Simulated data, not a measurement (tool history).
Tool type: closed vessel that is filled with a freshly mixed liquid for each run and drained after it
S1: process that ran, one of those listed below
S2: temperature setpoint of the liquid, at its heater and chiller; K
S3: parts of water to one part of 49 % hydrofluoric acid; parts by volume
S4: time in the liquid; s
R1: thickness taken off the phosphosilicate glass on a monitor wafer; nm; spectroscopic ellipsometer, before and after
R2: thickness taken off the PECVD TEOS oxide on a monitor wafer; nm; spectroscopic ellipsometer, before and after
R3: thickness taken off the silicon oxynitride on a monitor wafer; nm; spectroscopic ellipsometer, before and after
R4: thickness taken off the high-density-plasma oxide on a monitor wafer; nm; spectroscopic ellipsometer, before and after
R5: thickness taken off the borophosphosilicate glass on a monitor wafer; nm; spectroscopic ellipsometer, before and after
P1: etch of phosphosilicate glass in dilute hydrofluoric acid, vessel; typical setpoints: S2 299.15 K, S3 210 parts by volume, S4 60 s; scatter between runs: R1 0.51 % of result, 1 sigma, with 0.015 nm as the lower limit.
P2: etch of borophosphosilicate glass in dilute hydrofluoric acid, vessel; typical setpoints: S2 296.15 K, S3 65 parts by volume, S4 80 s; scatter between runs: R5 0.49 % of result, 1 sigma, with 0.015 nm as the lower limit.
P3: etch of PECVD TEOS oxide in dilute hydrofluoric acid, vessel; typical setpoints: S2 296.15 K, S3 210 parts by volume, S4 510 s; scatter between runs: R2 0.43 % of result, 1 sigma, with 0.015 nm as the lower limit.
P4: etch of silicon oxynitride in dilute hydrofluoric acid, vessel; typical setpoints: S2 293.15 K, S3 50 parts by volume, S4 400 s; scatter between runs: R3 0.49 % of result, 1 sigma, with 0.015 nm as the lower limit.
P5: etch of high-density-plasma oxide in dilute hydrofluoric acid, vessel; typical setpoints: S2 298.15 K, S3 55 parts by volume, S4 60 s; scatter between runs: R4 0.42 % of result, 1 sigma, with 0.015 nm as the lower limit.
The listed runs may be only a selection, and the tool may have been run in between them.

| run | day | S1 | S2 | S3 | S4 | R1 | R2 | R3 | R4 | R5 |
|---|---|---|---|---|---|---|---|---|---|---|
| 1 | 0.233 | P1 | 299.15 | 210 | 60 | 26.815 |  |  |  |  |
| 2 | 0.475 | P3 | 296.15 | 210 | 1000 |  | 76.738 |  |  |  |
| 3 | 0.788 | P4 | 293.15 | 20 | 400 |  |  | 25.7990 |  |  |
| 4 | 1.033 | P4 | 293.15 | 50 | 400 |  |  | 10.1610 |  |  |
| 5 | 1.421 | P5 | 298.15 | 55 | 60 |  |  |  | 6.3592 |  |
| 6 | 1.662 | P1 | 299.15 | 210 | 60 | 26.868 |  |  |  |  |
| 7 | 1.925 | P1 | 292.65 | 355 | 60 | 10.968 |  |  |  |  |
| 8 | 2.208 | P1 | 299.15 | 210 | 60 | 26.867 |  |  |  |  |
| 9 | 2.500 | P5 | 298.15 | 55 | 100 |  |  |  | 10.5230 |  |
|  | 2.750 | thermometer replaced |
| 10 | 2.871 | P1 | 299.15 | 210 | 60 | 26.891 |  |  |  |  |
| 11 | 3.288 | P1 | 299.15 | 210 | 60 | 26.912 |  |  |  |  |
| 12 | 3.571 | P2 | 296.15 | 65 | 80 |  |  |  |  | 49.295 |
| 13 | 3.900 | P4 | 293.15 | 50 | 160 |  |  | 4.0754 |  |  |
| 14 | 4.221 | P5 | 298.15 | 55 | 60 |  |  |  | 6.4148 |  |
| 15 | 4.533 | P2 | 296.15 | 65 | 30 |  |  |  |  | 18.477 |
| 16 | 4.767 | P1 | 299.15 | 340 | 95 | 23.155 |  |  |  |  |
| 17 | 4.967 | P2 | 303.15 | 65 | 80 |  |  |  |  | 65.489 |
| 18 | 5.350 | P4 | 293.15 | 50 | 400 |  |  | 10.1650 |  |  |
| 19 | 5.621 | P4 | 297.15 | 50 | 400 |  |  | 12.3440 |  |  |
| 20 | 5.983 | P2 | 296.15 | 110 | 80 |  |  |  |  | 27.576 |
| 21 | 6.275 | P3 | 296.15 | 360 | 510 |  | 19.912 |  |  |  |
| 22 | 6.575 | P3 | 296.15 | 210 | 510 |  | 39.044 |  |  |  |
| 23 | 6.962 | P1 | 299.15 | 340 | 60 | 14.589 |  |  |  |  |
| 24 | 7.346 | P5 | 292.15 | 55 | 60 |  |  |  | 5.0191 |  |

Run 25, settings as shown, results not yet in. Your forecast:
| 25 | 7.746 | P1 | 299.15 | 210 | 60 | ? |  |  |  |  |

{"run 25": {"R1": 26.807}}

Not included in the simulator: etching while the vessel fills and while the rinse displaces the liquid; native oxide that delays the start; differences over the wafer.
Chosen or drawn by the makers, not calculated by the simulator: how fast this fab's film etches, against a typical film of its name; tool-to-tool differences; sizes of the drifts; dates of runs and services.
